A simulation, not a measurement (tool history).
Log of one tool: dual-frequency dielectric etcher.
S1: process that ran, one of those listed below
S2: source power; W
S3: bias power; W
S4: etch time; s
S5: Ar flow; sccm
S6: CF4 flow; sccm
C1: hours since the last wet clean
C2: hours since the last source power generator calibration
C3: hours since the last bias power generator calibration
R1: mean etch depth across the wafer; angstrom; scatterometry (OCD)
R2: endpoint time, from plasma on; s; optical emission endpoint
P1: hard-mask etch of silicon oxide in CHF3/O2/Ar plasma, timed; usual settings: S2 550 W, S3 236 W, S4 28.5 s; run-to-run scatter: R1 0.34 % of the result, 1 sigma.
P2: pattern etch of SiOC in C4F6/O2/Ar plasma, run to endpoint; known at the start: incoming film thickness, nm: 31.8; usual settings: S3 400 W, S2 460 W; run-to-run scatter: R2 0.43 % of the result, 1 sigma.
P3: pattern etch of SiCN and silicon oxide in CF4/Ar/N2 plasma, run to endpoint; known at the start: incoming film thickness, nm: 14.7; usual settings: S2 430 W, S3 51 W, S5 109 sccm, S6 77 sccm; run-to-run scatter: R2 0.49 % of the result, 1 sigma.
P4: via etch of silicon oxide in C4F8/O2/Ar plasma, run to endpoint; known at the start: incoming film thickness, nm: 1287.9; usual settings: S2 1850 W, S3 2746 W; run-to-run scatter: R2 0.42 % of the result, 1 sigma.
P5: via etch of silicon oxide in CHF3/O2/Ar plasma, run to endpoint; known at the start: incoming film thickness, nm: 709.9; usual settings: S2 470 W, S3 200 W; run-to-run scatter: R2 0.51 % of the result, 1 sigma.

run 1 day=0.175 | S1=P1 S2=550 S3=236 S4=28.5 | C1=213.8 C2=611.3 C3=1467.7 | R1=626.53
run 2 day=0.317 | S1=P1 S2=680 S3=236 S4=28.5 | C1=217.2 C2=614.7 C3=1471.1 | R1=671.05
run 3 day=0.462 | S1=P3 S2=430 S3=51 S5=69 S6=77 | C1=220.7 C2=618.2 C3=1474.6 | R2=18.8510
run 4 day=0.604 | S1=P4 S2=1850 S3=2746 | C1=224.1 C2=621.6 C3=1478.0 | R2=237.4800
run 5 day=0.721 | S1=P1 S2=550 S3=236 S4=28.5 | C1=226.9 C2=624.4 C3=1480.8 | R1=625.61
run 6 day=0.938 | S1=P3 S2=430 S3=51 S5=109 S6=101 | C1=232.1 C2=629.6 C3=1486.0 | R2=19.2690
-- day=1.012 source power generator calibrated
run 7 day=1.196 | S1=P5 S2=470 S3=200 | C1=238.3 C2=4.5 C3=1492.2 | R2=392.3400
run 8 day=1.417 | S1=P1 S2=550 S3=236 S4=22.0 | C1=243.6 C2=9.8 C3=1497.5 | R1=482.33
run 9 day=1.667 | S1=P2 S2=320 S3=400 | C1=249.6 C2=15.8 C3=1503.5 | R2=12.8300
run 10 day=1.904 | S1=P3 S2=430 S3=51 S5=109 S6=77 | C1=255.3 C2=21.5 C3=1509.2 | R2=20.1650
run 11 day=2.108 | S1=P4 S2=1850 S3=3535 | C1=260.2 C2=26.4 C3=1514.1 | R2=218.2800
run 12 day=2.221 | S1=P2 S2=460 S3=400 | C1=262.9 C2=29.1 C3=1516.8 | R2=11.0820
run 13 day=2.392 | S1=P1 S2=550 S3=236 S4=28.5 | C1=267.0 C2=33.2 C3=1520.9 | R1=622.93
run 14 day=2.617 | S1=P3 S2=430 S3=63 S5=109 S6=77 | C1=272.4 C2=38.6 C3=1526.3 | R2=18.8230
run 15 day=2.758 | S1=P3 S2=430 S3=51 S5=109 S6=77 | C1=275.8 C2=42.0 C3=1529.7 | R2=20.1790
run 16 day=2.992 | S1=P2 S2=460 S3=559 | C1=281.4 C2=47.6 C3=1535.3 | R2=9.8525
run 17 day=3.233 | S1=P5 S2=470 S3=200 | C1=287.2 C2=53.4 C3=1541.1 | R2=394.0000
-- day=3.379 wet clean of the chamber
run 18 day=3.429 | S1=P1 S2=550 S3=236 S4=37.5 | C1=1.2 C2=58.1 C3=1545.8 | R1=823.14
run 19 day=3.608 | S1=P1 S2=550 S3=197 S4=42.0 | C1=5.5 C2=62.4 C3=1550.1 | R1=861.34
run 20 day=3.733 | S1=P1 S2=550 S3=279 S4=28.5 | C1=8.5 C2=65.4 C3=1553.1 | R1=660.70
run 21 day=3.912 | S1=P1 S2=550 S3=302 S4=38.0 | C1=12.8 C2=69.7 C3=1557.4 | R1=914.18
run 22 day=4.112 | S1=P1 S2=380 S3=236 S4=28.5 | C1=17.6 C2=74.5 C3=1562.2 | R1=544.40
run 23 day=4.308 | S1=P1 S2=550 S3=236 S4=28.5 | C1=22.3 C2=79.2 C3=1566.9 | R1=626.64
run 24 day=4.479 | S1=P5 S2=320 S3=200 | C1=26.4 C2=83.3 C3=1571.0 | R2=458.5300
run 25 day=4.633 | S1=P4 S2=1100 S3=2746 | C1=30.1 C2=87.0 C3=1574.7 | R2=288.7400
run 26 day=4.846 | S1=P5 S2=470 S3=131 | C1=35.2 C2=92.1 C3=1579.8 | R2=454.0000
run 27 day=5.038 | S1=P3 S2=510 S3=51 S5=109 S6=77 | C1=39.8 C2=96.7 C3=1584.4 | R2=17.2520
run 28 day=5.200 | S1=P1 S2=550 S3=236 S4=28.5 | C1=43.7 C2=100.6 C3=1588.3 | R1=625.40
run 29 day=5.412 | S1=P1 S2=550 S3=178 S4=28.5 | C1=48.8 C2=105.7 C3=1593.4 | R1=563.02
run 30 day=5.588 | S1=P1 S2=550 S3=236 S4=28.5 | C1=53.0 C2=109.9 C3=1597.6 | R1=626.37
run 31 day=5.746 | S1=P1 S2=550 S3=236 S4=28.5 | C1=56.8 C2=113.7 C3=1601.4 | R1=622.80
run 32 day=5.958 | S1=P1 S2=550 S3=236 S4=28.5 | C1=61.9 C2=118.8 C3=1606.5 | R1=619.70
run 33 day=6.096 | S1=P1 S2=550 S3=236 S4=28.5 | C1=65.2 C2=122.1 C3=1609.8 | R1=618.29
-- day=6.179 wet clean of the chamber
run 34 day=6.212 | S1=P1 S2=550 S3=236 S4=28.5 | C1=0.8 C2=124.9 C3=1612.6 | R1=614.34

Run 35 comes next. What will it give?
run 35 day=6.333 | S1=P1 S2=550 S3=236 S4=28.5 | C1=3.7 C2=127.8 C3=1615.5 | R1=?

Run 35 gave R1 612.79 angstrom.

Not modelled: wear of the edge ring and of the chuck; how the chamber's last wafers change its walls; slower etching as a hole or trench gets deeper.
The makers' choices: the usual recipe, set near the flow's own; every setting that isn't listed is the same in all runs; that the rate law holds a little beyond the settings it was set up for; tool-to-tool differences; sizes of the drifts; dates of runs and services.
